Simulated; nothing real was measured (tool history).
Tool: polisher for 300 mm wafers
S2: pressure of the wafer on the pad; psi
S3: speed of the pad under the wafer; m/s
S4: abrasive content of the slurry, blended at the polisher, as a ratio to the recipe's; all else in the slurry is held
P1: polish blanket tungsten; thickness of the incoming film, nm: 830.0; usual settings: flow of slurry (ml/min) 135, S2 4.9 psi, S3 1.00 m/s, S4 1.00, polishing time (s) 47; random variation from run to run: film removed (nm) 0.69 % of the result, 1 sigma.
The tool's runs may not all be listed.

run 1 hour=7.6 | flow_of_slurry_(ml/min)=135 S2=4.9 S3=1.00 S4=1.00 polishing_time_(s)=47 | film_removed_(nm)=311.71
run 2 hour=11.5 | flow_of_slurry_(ml/min)=135 S2=4.9 S3=1.00 S4=1.00 polishing_time_(s)=24 | film_removed_(nm)=158.95
run 3 hour=18.2 | flow_of_slurry_(ml/min)=180 S2=4.9 S3=1.00 S4=1.00 polishing_time_(s)=47 | film_removed_(nm)=332.56
run 4 hour=22.2 | flow_of_slurry_(ml/min)=135 S2=4.9 S3=1.40 S4=1.25 polishing_time_(s)=47 | film_removed_(nm)=462.17
run 5 hour=30.0 | flow_of_slurry_(ml/min)=135 S2=4.9 S3=1.00 S4=1.00 polishing_time_(s)=47 | film_removed_(nm)=316.52
run 6 hour=33.4 | flow_of_slurry_(ml/min)=135 S2=2.8 S3=1.00 S4=1.00 polishing_time_(s)=30 | film_removed_(nm)=115.50
run 7 hour=38.3 | flow_of_slurry_(ml/min)=135 S2=4.9 S3=1.00 S4=0.55 polishing_time_(s)=47 | film_removed_(nm)=272.71
run 8 hour=42.5 | flow_of_slurry_(ml/min)=135 S2=4.9 S3=1.00 S4=1.00 polishing_time_(s)=47 | film_removed_(nm)=313.67
run 9 hour=47.2 | flow_of_slurry_(ml/min)=135 S2=4.9 S3=1.00 S4=1.50 polishing_time_(s)=47 | film_removed_(nm)=345.72
run 10 hour=50.7 | flow_of_slurry_(ml/min)=135 S2=4.9 S3=1.00 S4=1.00 polishing_time_(s)=47 | film_removed_(nm)=312.85
run 11 hour=57.3 | flow_of_slurry_(ml/min)=135 S2=4.9 S3=1.00 S4=1.00 polishing_time_(s)=69 | film_removed_(nm)=454.57
run 12 hour=61.7 | flow_of_slurry_(ml/min)=135 S2=4.9 S3=1.00 S4=1.00 polishing_time_(s)=47 | film_removed_(nm)=309.62
run 13 hour=65.9 | flow_of_slurry_(ml/min)=135 S2=4.9 S3=0.52 S4=1.00 polishing_time_(s)=47 | film_removed_(nm)=164.77
run 14 hour=73.4 | flow_of_slurry_(ml/min)=135 S2=4.9 S3=1.48 S4=1.00 polishing_time_(s)=47 | film_removed_(nm)=462.85
run 15 hour=80.2 | flow_of_slurry_(ml/min)=135 S2=2.3 S3=1.00 S4=1.00 polishing_time_(s)=47 | film_removed_(nm)=145.62
run 16 hour=86.0 | flow_of_slurry_(ml/min)=135 S2=4.9 S3=1.00 S4=1.00 polishing_time_(s)=47 | film_removed_(nm)=317.43
run 17 hour=93.6 | flow_of_slurry_(ml/min)=80 S2=4.9 S3=1.00 S4=1.00 polishing_time_(s)=47 | film_removed_(nm)=278.45
run 18 hour=99.5 | flow_of_slurry_(ml/min)=135 S2=7.4 S3=1.00 S4=1.00 polishing_time_(s)=47 | film_removed_(nm)=476.72
run 19 hour=104.3 | flow_of_slurry_(ml/min)=135 S2=4.9 S3=1.00 S4=1.00 polishing_time_(s)=47 | film_removed_(nm)=317.39
run 20 hour=111.3 | flow_of_slurry_(ml/min)=135 S2=4.9 S3=1.00 S4=1.00 polishing_time_(s)=47 | film_removed_(nm)=312.88
run 21 hour=115.0 | flow_of_slurry_(ml/min)=135 S2=4.9 S3=1.00 S4=1.00 polishing_time_(s)=47 | film_removed_(nm)=307.41
run 22 hour=122.6 | flow_of_slurry_(ml/min)=135 S2=4.9 S3=1.00 S4=1.00 polishing_time_(s)=47 | film_removed_(nm)=299.88
run 23 hour=127.9 | flow_of_slurry_(ml/min)=135 S2=4.9 S3=1.00 S4=1.00 polishing_time_(s)=47 | film_removed_(nm)=296.14
run 24 hour=135.6 | flow_of_slurry_(ml/min)=135 S2=4.9 S3=1.00 S4=1.00 polishing_time_(s)=47 | film_removed_(nm)=288.82
-- hour=139.9 head pressure recalibrated
-- hour=140.7 worn pad replaced by a new one
run 25 hour=143.3 | flow_of_slurry_(ml/min)=135 S2=4.9 S3=1.00 S4=1.00 polishing_time_(s)=47 | film_removed_(nm)=283.27
-- hour=148.3 slurry blender recalibrated
run 26 hour=149.2 | flow_of_slurry_(ml/min)=135 S2=4.9 S3=1.00 S4=1.00 polishing_time_(s)=47 | film_removed_(nm)=285.38
run 27 hour=152.9 | flow_of_slurry_(ml/min)=135 S2=4.9 S3=1.00 S4=1.00 polishing_time_(s)=47 | film_removed_(nm)=282.72
run 28 hour=157.5 | flow_of_slurry_(ml/min)=135 S2=4.9 S3=1.00 S4=1.00 polishing_time_(s)=47 | film_removed_(nm)=282.18
run 29 hour=162.1 | flow_of_slurry_(ml/min)=135 S2=4.9 S3=1.00 S4=1.00 polishing_time_(s)=47 | film_removed_(nm)=285.01
run 30 hour=169.6 | flow_of_slurry_(ml/min)=135 S2=4.9 S3=1.00 S4=1.00 polishing_time_(s)=47 | film_removed_(nm)=281.53

What P1 gives has crept away from where it was. These 2 causes fit the log equally well, each at the size given:
A: slurry flow missing at the pad, % = 36.3
B: peroxide lost from the slurry, % = 23.8
The creep began at about hour 111.3.
Why every other cause is out:
removal rate lost through wear of the pad, %: serviced at hour 140.7, which brought nothing back
head's pressure below its setpoint, %: serviced at hour 139.9, which brought nothing back
abrasive missing from the slurry, %: serviced at hour 148.3, which brought nothing back

4 check runs are offered, one wafer each, their results left as question marks. Which one tells the causes apart?
run check 1 hour=177.1 | flow_of_slurry_(ml/min)=80 S2=4.9 S3=0.60 S4=1.00 polishing_time_(s)=47 | film_removed_(nm)=?
run check 2 hour=177.1 | flow_of_slurry_(ml/min)=135 S2=6.5 S3=1.00 S4=1.00 polishing_time_(s)=69 | film_removed_(nm)=?
run check 3 hour=177.1 | flow_of_slurry_(ml/min)=135 S2=4.9 S3=1.00 S4=0.55 polishing_time_(s)=25 | film_removed_(nm)=?
run check 4 hour=177.1 | flow_of_slurry_(ml/min)=135 S2=7.1 S3=1.00 S4=1.45 polishing_time_(s)=47 | film_removed_(nm)=?

What each check would give under each cause:
check=check_1 result=film_removed_(nm) if_A=140.20 if_B=148.90
check=check_2 result=film_removed_(nm) if_A=549.40 if_B=549.51
check=check_3 result=film_removed_(nm) if_A=130.82 if_B=130.85
check=check_4 result=film_removed_(nm) if_A=447.02 if_B=447.11
How far apart the two closest causes lie, in the result that separates them most: check 1 6.02 %; check 2 0.02 %; check 3 0.02 %; check 4 0.02 %
Check 1 tells the causes apart: in the others they would give nearly the same result.

Check 1 was then run and gave: film removed (nm) 140.20. Which cause is it?

It is A: slurry flow missing at the pad, %.
